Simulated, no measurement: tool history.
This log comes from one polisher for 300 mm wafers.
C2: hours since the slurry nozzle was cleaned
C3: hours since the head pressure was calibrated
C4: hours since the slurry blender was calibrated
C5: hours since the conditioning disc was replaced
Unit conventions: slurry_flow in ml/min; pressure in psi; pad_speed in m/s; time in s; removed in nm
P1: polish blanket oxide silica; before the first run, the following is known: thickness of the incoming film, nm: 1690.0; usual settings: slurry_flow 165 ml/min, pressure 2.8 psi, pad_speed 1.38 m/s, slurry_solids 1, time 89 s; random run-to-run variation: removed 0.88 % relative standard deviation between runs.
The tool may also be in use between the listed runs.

Run 1, hour 7.2: slurry_flow 165 ml/min, pressure 2.8 psi, pad_speed 1.38 m/s, slurry_solids 1, time 89 s; wafers polished on this pad 418; C2 159.1; C3 226; C4 163.8; C5 124.8. Result: removed 225.28 nm.
Run 2, hour 15.8: slurry_flow 165 ml/min, pressure 2.8 psi, pad_speed 1.38 m/s, slurry_solids 1.35, time 89 s; wafers polished on this pad 480; C2 167.7; C3 234.6; C4 172.4; C5 133.4. Result: removed 257.22 nm.
Run 3, hour 21.9: slurry_flow 165 ml/min, pressure 2.8 psi, pad_speed 1.96 m/s, slurry_solids 1, time 89 s; wafers polished on this pad 524; C2 173.8; C3 240.7; C4 178.5; C5 139.5. Result: removed 303.43 nm.
At hour 26: head pressure recalibrated.
Run 4, hour 30.7: slurry_flow 165 ml/min, pressure 2.8 psi, pad_speed 1.38 m/s, slurry_solids 1, time 89 s; wafers polished on this pad 586; C2 182.6; C3 4.7; C4 187.3; C5 148.3. Result: removed 228.64 nm.
Run 5, hour 37.6: slurry_flow 165 ml/min, pressure 2.8 psi, pad_speed 1.38 m/s, slurry_solids 1, time 89 s; wafers polished on this pad 636; C2 189.5; C3 11.6; C4 194.2; C5 155.2. Result: removed 231.39 nm.
Run 6, hour 44.7: slurry_flow 165 ml/min, pressure 1.3 psi, pad_speed 1.38 m/s, slurry_solids 1, time 89 s; wafers polished on this pad 687; C2 196.6; C3 18.7; C4 201.3; C5 162.3. Result: removed 105.87 nm.
Run 7, hour 50.8: slurry_flow 165 ml/min, pressure 2.8 psi, pad_speed 1.38 m/s, slurry_solids 1, time 89 s; wafers polished on this pad 730; C2 202.7; C3 24.8; C4 207.4; C5 168.4. Result: removed 227 nm.
Run 8, hour 58.1: slurry_flow 165 ml/min, pressure 2.8 psi, pad_speed 1.38 m/s, slurry_solids 1, time 89 s; wafers polished on this pad 782; C2 210; C3 32.1; C4 214.7; C5 175.7. Result: removed 226.84 nm.
Run 9, hour 67.2: slurry_flow 165 ml/min, pressure 2.8 psi, pad_speed 1.38 m/s, slurry_solids 1, time 141 s; wafers polished on this pad 847; C2 219.1; C3 41.2; C4 223.8; C5 184.8. Result: removed 362.63 nm.
Run 10, hour 72.4: slurry_flow 165 ml/min, pressure 2.8 psi, pad_speed 0.88 m/s, slurry_solids 0.65, time 89 s; wafers polished on this pad 885; C2 224.3; C3 46.4; C4 229; C5 190. Result: removed 126.73 nm.
Run 11, hour 77.9: slurry_flow 260 ml/min, pressure 2.8 psi, pad_speed 1.38 m/s, slurry_solids 1, time 58 s; wafers polished on this pad 924; C2 229.8; C3 51.9; C4 234.5; C5 195.5. Result: removed 157.73 nm.
Run 12, hour 83.7: slurry_flow 165 ml/min, pressure 4.4 psi, pad_speed 1.38 m/s, slurry_solids 1, time 89 s; wafers polished on this pad 965; C2 235.6; C3 57.7; C4 240.3; C5 201.3. Result: removed 355.47 nm.
Run 13, hour 90.3: slurry_flow 100 ml/min, pressure 2.8 psi, pad_speed 1.38 m/s, slurry_solids 1, time 89 s; wafers polished on this pad 1013; C2 242.2; C3 64.3; C4 246.9; C5 207.9. Result: removed 206.48 nm.
Run 14, hour 98.5: slurry_flow 165 ml/min, pressure 2.8 psi, pad_speed 1.38 m/s, slurry_solids 1, time 48 s; wafers polished on this pad 1071; C2 250.4; C3 72.5; C4 255.1; C5 216.1. Result: removed 122.74 nm.
Run 15, hour 104.6: slurry_flow 165 ml/min, pressure 2.8 psi, pad_speed 1.38 m/s, slurry_solids 0.5, time 89 s; wafers polished on this pad 1115; C2 256.5; C3 78.6; C4 261.2; C5 222.2. Result: removed 155.07 nm.
Run 16, hour 109.6: slurry_flow 165 ml/min, pressure 2.8 psi, pad_speed 0.72 m/s, slurry_solids 1, time 89 s; wafers polished on this pad 1151; C2 261.5; C3 83.6; C4 266.2; C5 227.2. Result: removed 136.24 nm.
Run 17, hour 116.4: slurry_flow 165 ml/min, pressure 2.8 psi, pad_speed 1.38 m/s, slurry_solids 1, time 89 s; wafers polished on this pad 1199; C2 268.3; C3 90.4; C4 273; C5 234. Result: removed 226.1 nm.
Run 18, hour 124.2: slurry_flow 210 ml/min, pressure 2.8 psi, pad_speed 1.38 m/s, slurry_solids 1, time 89 s; wafers polished on this pad 1255; C2 276.1; C3 98.2; C4 280.8; C5 241.8. Result: removed 237.01 nm.
Run 19, hour 129.7: slurry_flow 165 ml/min, pressure 2.8 psi, pad_speed 1.38 m/s, slurry_solids 1, time 89 s; wafers polished on this pad 1294; C2 281.6; C3 103.7; C4 286.3; C5 247.3. Result: removed 227.5 nm.
Run 20, hour 137.7: slurry_flow 165 ml/min, pressure 2.8 psi, pad_speed 1.38 m/s, slurry_solids 1, time 89 s; wafers polished on this pad 1352; C2 289.6; C3 111.7; C4 294.3; C5 255.3. Result: removed 223.27 nm.
Run 21, hour 142.3: slurry_flow 165 ml/min, pressure 2.8 psi, pad_speed 1.38 m/s, slurry_solids 1, time 89 s; wafers polished on this pad 1385; C2 294.2; C3 116.3; C4 298.9; C5 259.9. Result: removed 221.46 nm.
Run 22, hour 148.4: slurry_flow 165 ml/min, pressure 2.8 psi, pad_speed 1.38 m/s, slurry_solids 1, time 89 s; wafers polished on this pad 1428; C2 300.3; C3 122.4; C4 305; C5 266. Result: removed 213.87 nm.

What does the tool deliver on the next run?
At hour 151.7: conditioning disc replaced and pad reconditioned.
Run 23, hour 155.9: slurry_flow 165 ml/min, pressure 2.8 psi, pad_speed 1.38 m/s, slurry_solids 1, time 89 s; wafers polished on this pad 1482; C2 307.8; C3 129.9; C4 312.5; C5 4.3. Result: removed ?.

removed: 214.21 nm

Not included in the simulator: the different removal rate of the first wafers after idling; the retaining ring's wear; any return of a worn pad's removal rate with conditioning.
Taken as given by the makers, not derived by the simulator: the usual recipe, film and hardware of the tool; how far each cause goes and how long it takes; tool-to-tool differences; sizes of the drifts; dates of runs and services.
